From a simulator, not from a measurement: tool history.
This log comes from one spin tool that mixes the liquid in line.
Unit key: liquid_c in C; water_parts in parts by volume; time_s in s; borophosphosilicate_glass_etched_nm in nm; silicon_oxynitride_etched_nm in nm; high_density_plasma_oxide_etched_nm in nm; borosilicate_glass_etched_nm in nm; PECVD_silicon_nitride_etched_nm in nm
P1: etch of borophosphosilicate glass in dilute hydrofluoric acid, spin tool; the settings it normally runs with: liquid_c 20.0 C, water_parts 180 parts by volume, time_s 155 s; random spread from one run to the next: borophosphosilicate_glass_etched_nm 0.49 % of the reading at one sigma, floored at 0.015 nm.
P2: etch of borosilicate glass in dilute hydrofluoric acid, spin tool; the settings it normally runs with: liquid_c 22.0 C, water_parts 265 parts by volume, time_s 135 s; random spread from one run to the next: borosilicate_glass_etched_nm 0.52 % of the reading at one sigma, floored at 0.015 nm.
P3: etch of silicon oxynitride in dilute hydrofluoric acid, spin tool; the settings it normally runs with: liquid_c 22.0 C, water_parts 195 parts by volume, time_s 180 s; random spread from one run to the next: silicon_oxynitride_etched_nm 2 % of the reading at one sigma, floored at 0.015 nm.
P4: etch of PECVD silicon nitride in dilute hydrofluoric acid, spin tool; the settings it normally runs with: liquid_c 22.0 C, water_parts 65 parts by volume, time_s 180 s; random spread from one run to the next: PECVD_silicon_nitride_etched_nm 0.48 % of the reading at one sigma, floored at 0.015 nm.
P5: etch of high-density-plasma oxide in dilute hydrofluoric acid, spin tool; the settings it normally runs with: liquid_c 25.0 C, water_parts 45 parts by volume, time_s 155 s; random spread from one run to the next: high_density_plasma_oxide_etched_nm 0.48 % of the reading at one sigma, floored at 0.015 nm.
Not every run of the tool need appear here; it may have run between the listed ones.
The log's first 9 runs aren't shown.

run,day,process,liquid_c,water_parts,time_s,hours since the thermometer was replaced,hours since the hydrofluoric acid flow meter was replaced,borophosphosilicate_glass_etched_nm,silicon_oxynitride_etched_nm,high_density_plasma_oxide_etched_nm,borosilicate_glass_etched_nm,PECVD_silicon_nitride_etched_nm
10,3.988,P3,22.0,195,285,19.1,990.0,,1.93780,,,
11,4.275,P4,22.0,65,180,26.0,996.9,,,,,8.8486
12,4.854,P1,20.0,180,155,39.9,1010.8,32.9550,,,,
13,5.133,P4,22.0,100,180,46.6,1017.5,,,,,5.8282
14,5.558,P1,27.0,180,155,56.8,1027.7,42.5040,,,,
15,5.933,P2,22.0,90,135,65.8,1036.7,,,,75.932,
16,6.400,P1,20.0,180,20,77.0,1047.9,4.2129,,,,
17,6.846,P5,25.0,45,155,87.7,1058.6,,,25.1220,,
18,7.321,P2,22.0,265,135,99.1,1070.0,,,,21.528,
19,7.892,P1,17.0,180,155,112.8,1083.7,29.1140,,,,
20,8.492,P4,22.0,65,350,127.2,1098.1,,,,,17.1680
21,8.938,P1,20.0,180,155,137.9,1108.8,32.3600,,,,
22,9.517,P1,20.0,75,90,151.8,1122.7,51.2260,,,,
23,9.846,P1,20.0,100,220,159.7,1130.6,91.2000,,,,
24,10.221,P5,25.0,45,155,168.7,1139.6,,,25.1080,,
25,10.817,P5,25.0,45,30,183.0,1153.9,,,4.9789,,
26,11.125,P5,25.0,75,155,190.4,1161.3,,,14.5360,,
27,11.604,P4,17.5,65,180,201.9,1172.8,,,,,6.5376
28,12.183,P1,20.0,80,155,215.8,1186.7,81.8480,,,,
29,12.458,P1,20.0,180,155,222.4,1193.3,32.6300,,,,
30,12.900,P2,17.5,265,135,233.0,1203.9,,,,18.088,
31,13.371,P1,20.0,180,155,244.3,1215.2,32.4420,,,,

What will run 32 give?
32,13.804,P1,20.0,180,155,254.7,1225.6,?,,,,

borophosphosilicate_glass_etched_nm: 32.8910 nm
